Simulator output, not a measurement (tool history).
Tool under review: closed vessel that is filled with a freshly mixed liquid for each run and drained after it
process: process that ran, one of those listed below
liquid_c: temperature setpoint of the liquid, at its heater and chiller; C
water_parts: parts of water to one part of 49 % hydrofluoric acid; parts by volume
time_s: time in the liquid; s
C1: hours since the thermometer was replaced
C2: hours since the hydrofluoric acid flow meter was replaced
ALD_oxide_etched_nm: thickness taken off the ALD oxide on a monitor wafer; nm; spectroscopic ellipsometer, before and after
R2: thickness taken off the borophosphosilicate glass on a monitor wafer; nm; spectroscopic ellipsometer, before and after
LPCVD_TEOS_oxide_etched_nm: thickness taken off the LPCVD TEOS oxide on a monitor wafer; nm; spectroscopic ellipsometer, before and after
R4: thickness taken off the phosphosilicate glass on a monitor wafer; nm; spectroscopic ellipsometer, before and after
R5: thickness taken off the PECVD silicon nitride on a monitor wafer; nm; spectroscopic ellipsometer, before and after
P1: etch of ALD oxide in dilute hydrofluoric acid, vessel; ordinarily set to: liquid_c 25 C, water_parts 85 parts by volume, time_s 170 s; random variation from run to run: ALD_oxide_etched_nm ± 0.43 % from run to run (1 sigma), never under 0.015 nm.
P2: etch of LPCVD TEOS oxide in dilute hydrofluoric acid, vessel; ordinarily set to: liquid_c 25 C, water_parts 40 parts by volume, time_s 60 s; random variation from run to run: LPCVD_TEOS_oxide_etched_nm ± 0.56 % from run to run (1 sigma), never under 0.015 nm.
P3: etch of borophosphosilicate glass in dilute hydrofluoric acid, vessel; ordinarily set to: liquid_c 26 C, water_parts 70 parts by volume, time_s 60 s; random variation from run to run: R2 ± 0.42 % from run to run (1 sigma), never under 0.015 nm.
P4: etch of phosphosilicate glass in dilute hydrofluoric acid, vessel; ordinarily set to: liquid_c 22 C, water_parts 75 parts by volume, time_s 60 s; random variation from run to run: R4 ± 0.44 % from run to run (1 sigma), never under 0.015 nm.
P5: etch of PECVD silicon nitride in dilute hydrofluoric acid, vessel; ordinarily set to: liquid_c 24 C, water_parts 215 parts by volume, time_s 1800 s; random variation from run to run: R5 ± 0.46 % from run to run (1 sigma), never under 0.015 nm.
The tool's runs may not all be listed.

Run 1, hour 7.5: process P1, liquid_c 25 C, water_parts 85 parts by volume, time_s 170 s; C1 342.4; C2 297.4. Result: ALD_oxide_etched_nm 26.385 nm.
Run 2, hour 11.8: process P1, liquid_c 25 C, water_parts 85 parts by volume, time_s 170 s; C1 346.7; C2 301.7. Result: ALD_oxide_etched_nm 26.175 nm.
Run 3, hour 16: process P3, liquid_c 26 C, water_parts 70 parts by volume, time_s 60 s; C1 350.9; C2 305.9. Result: R2 56.242 nm.
Run 4, hour 20: process P2, liquid_c 25 C, water_parts 40 parts by volume, time_s 60 s; C1 354.9; C2 309.9. Result: LPCVD_TEOS_oxide_etched_nm 96.779 nm.
Run 5, hour 23.8: process P2, liquid_c 25 C, water_parts 60 parts by volume, time_s 60 s; C1 358.7; C2 313.7. Result: LPCVD_TEOS_oxide_etched_nm 62.969 nm.
Run 6, hour 31.9: process P4, liquid_c 26.5 C, water_parts 75 parts by volume, time_s 60 s; C1 366.8; C2 321.8. Result: R4 177.44 nm.
Run 7, hour 36.5: process P4, liquid_c 22 C, water_parts 75 parts by volume, time_s 30 s; C1 371.4; C2 326.4. Result: R4 73.508 nm.
Run 8, hour 42: process P2, liquid_c 20.5 C, water_parts 40 parts by volume, time_s 60 s; C1 376.9; C2 331.9. Result: LPCVD_TEOS_oxide_etched_nm 80.403 nm.
Run 9, hour 49.7: process P5, liquid_c 24 C, water_parts 215 parts by volume, time_s 1800 s; C1 384.6; C2 339.6. Result: R5 21.797 nm.
Run 10, hour 57.6: process P1, liquid_c 25 C, water_parts 85 parts by volume, time_s 170 s; C1 392.5; C2 347.5. Result: ALD_oxide_etched_nm 26.311 nm.
Run 11, hour 65.2: process P1, liquid_c 18 C, water_parts 85 parts by volume, time_s 85 s; C1 400.1; C2 355.1. Result: ALD_oxide_etched_nm 9.8691 nm.
Run 12, hour 71.8: process P1, liquid_c 25 C, water_parts 145 parts by volume, time_s 170 s; C1 406.7; C2 361.7. Result: ALD_oxide_etched_nm 14.281 nm.
Run 13, hour 78.2: process P5, liquid_c 24 C, water_parts 90 parts by volume, time_s 1800 s; C1 413.1; C2 368.1. Result: R5 51.824 nm.
Run 14, hour 85.5: process P1, liquid_c 25 C, water_parts 85 parts by volume, time_s 170 s; C1 420.4; C2 375.4. Result: ALD_oxide_etched_nm 26.604 nm.
Run 15, hour 94: process P1, liquid_c 25 C, water_parts 85 parts by volume, time_s 170 s; C1 428.9; C2 383.9. Result: ALD_oxide_etched_nm 26.445 nm.
Run 16, hour 98.5: process P5, liquid_c 24 C, water_parts 215 parts by volume, time_s 3030 s; C1 433.4; C2 388.4. Result: R5 36.632 nm.
Run 17, hour 102.2: process P2, liquid_c 25 C, water_parts 40 parts by volume, time_s 100 s; C1 437.1; C2 392.1. Result: LPCVD_TEOS_oxide_etched_nm 162.19 nm.
Run 18, hour 106.2: process P3, liquid_c 26 C, water_parts 70 parts by volume, time_s 30 s; C1 441.1; C2 396.1. Result: R2 28.071 nm.
Run 19, hour 110.3: process P1, liquid_c 20 C, water_parts 85 parts by volume, time_s 170 s; C1 445.2; C2 400.2. Result: ALD_oxide_etched_nm 21.336 nm.
Run 20, hour 115.6: process P1, liquid_c 25 C, water_parts 85 parts by volume, time_s 170 s; C1 450.5; C2 405.5. Result: ALD_oxide_etched_nm 26.233 nm.
Run 21, hour 123.5: process P4, liquid_c 22 C, water_parts 75 parts by volume, time_s 60 s; C1 458.4; C2 413.4. Result: R4 147.76 nm.
Run 22, hour 128.8: process P3, liquid_c 26 C, water_parts 95 parts by volume, time_s 60 s; C1 463.7; C2 418.7. Result: R2 39.911 nm.
Run 23, hour 133.5: process P1, liquid_c 30.5 C, water_parts 85 parts by volume, time_s 170 s; C1 468.4; C2 423.4. Result: ALD_oxide_etched_nm 32.441 nm.
Run 24, hour 140.8: process P5, liquid_c 19.5 C, water_parts 215 parts by volume, time_s 1800 s; C1 475.7; C2 430.7. Result: R5 16.298 nm.
Run 25, hour 148.1: process P4, liquid_c 22 C, water_parts 35 parts by volume, time_s 60 s; C1 483; C2 438. Result: R4 332.22 nm.
Run 26, hour 154.7: process P3, liquid_c 33 C, water_parts 70 parts by volume, time_s 60 s; C1 489.6; C2 444.6. Result: R2 73.79 nm.
Run 27, hour 161.1: process P1, liquid_c 25 C, water_parts 85 parts by volume, time_s 290 s; C1 496; C2 451. Result: ALD_oxide_etched_nm 44.86 nm.
Run 28, hour 168: process P1, liquid_c 25 C, water_parts 85 parts by volume, time_s 170 s; C1 502.9; C2 457.9. Result: ALD_oxide_etched_nm 26.273 nm.
Run 29, hour 172.1: process P1, liquid_c 25 C, water_parts 85 parts by volume, time_s 75 s; C1 507; C2 462. Result: ALD_oxide_etched_nm 11.574 nm.
Run 30, hour 178.1: process P1, liquid_c 25 C, water_parts 45 parts by volume, time_s 170 s; C1 513; C2 468. Result: ALD_oxide_etched_nm 52.498 nm.
Run 31, hour 185: process P5, liquid_c 24 C, water_parts 215 parts by volume, time_s 1800 s; C1 519.9; C2 474.9. Result: R5 21.885 nm.
Run 32, hour 190.8: process P2, liquid_c 25 C, water_parts 40 parts by volume, time_s 60 s; C1 525.7; C2 480.7. Result: LPCVD_TEOS_oxide_etched_nm 97.842 nm.
Run 33, hour 196.4: process P1, liquid_c 25 C, water_parts 85 parts by volume, time_s 170 s; C1 531.3; C2 486.3. Result: ALD_oxide_etched_nm 26.235 nm.
Run 34, hour 201.5: process P1, liquid_c 25 C, water_parts 85 parts by volume, time_s 170 s; C1 536.4; C2 491.4. Result: ALD_oxide_etched_nm 27.157 nm.
Run 35, hour 209.7: process P1, liquid_c 25 C, water_parts 85 parts by volume, time_s 170 s; C1 544.6; C2 499.6. Result: ALD_oxide_etched_nm 27.883 nm.
Run 36, hour 215.4: process P1, liquid_c 25 C, water_parts 85 parts by volume, time_s 170 s; C1 550.3; C2 505.3. Result: ALD_oxide_etched_nm 27.975 nm.
Run 37, hour 219.4: process P1, liquid_c 25 C, water_parts 85 parts by volume, time_s 170 s; C1 554.3; C2 509.3. Result: ALD_oxide_etched_nm 28.251 nm.
Run 38, hour 223.5: process P1, liquid_c 25 C, water_parts 85 parts by volume, time_s 170 s; C1 558.4; C2 513.4. Result: ALD_oxide_etched_nm 28.312 nm.
Run 39, hour 228.6: process P1, liquid_c 25 C, water_parts 85 parts by volume, time_s 170 s; C1 563.5; C2 518.5. Result: ALD_oxide_etched_nm 28.199 nm.
Run 40, hour 233.2: process P1, liquid_c 25 C, water_parts 85 parts by volume, time_s 170 s; C1 568.1; C2 523.1. Result: ALD_oxide_etched_nm 28.104 nm.
Run 41, hour 241: process P1, liquid_c 25 C, water_parts 85 parts by volume, time_s 170 s; C1 575.9; C2 530.9. Result: ALD_oxide_etched_nm 28.311 nm.

Compared with where it was, what P1 gives has crept away. Each cause listed below fits the log as well as the rest, at the size given for it:
A: liquid hotter than its thermometer reads (K) = 1.99
B: hydrofluoric acid flow above the setpoint (%) = 7.33
The gradual shift began around hour 196.4.

Question marks stand in for the results of the 4 check runs listed below, each run on one wafer. Under which run would the listed causes show clearly different results?
Run check 1, hour 248.8: process P2, liquid_c 25 C, water_parts 40 parts by volume, time_s 60 s. Result: LPCVD_TEOS_oxide_etched_nm ?.
Run check 2, hour 248.8: process P3, liquid_c 26 C, water_parts 70 parts by volume, time_s 60 s. Result: R2 ?.
Run check 3, hour 248.8: process P4, liquid_c 22 C, water_parts 75 parts by volume, time_s 60 s. Result: R4 ?.
Run check 4, hour 248.8: process P5, liquid_c 24 C, water_parts 215 parts by volume, time_s 1800 s. Result: R5 ?.

How each check would come out, cause by cause:
  check                      result    if A    if B
check 1  LPCVD_TEOS_oxide_etched_nm   105.4  104.68
check 2                          R2  60.888  60.803
check 3                          R4  160.34  159.69
check 4                          R5  24.767  23.466
Per check, the gap between the least separated pair of causes, taken in the result that splits them most: check 1 0.69 %; check 2 0.14 %; check 3 0.4 %; check 4 5.4 %
The other checks would show nearly matching results whichever cause is true, so check 4 is the only one that separates the causes.

After running check 4, the following was obtained: R5 24.697 nm. Which cause does this point to?

The correct cause is A, namely: liquid hotter than its thermometer reads (K).

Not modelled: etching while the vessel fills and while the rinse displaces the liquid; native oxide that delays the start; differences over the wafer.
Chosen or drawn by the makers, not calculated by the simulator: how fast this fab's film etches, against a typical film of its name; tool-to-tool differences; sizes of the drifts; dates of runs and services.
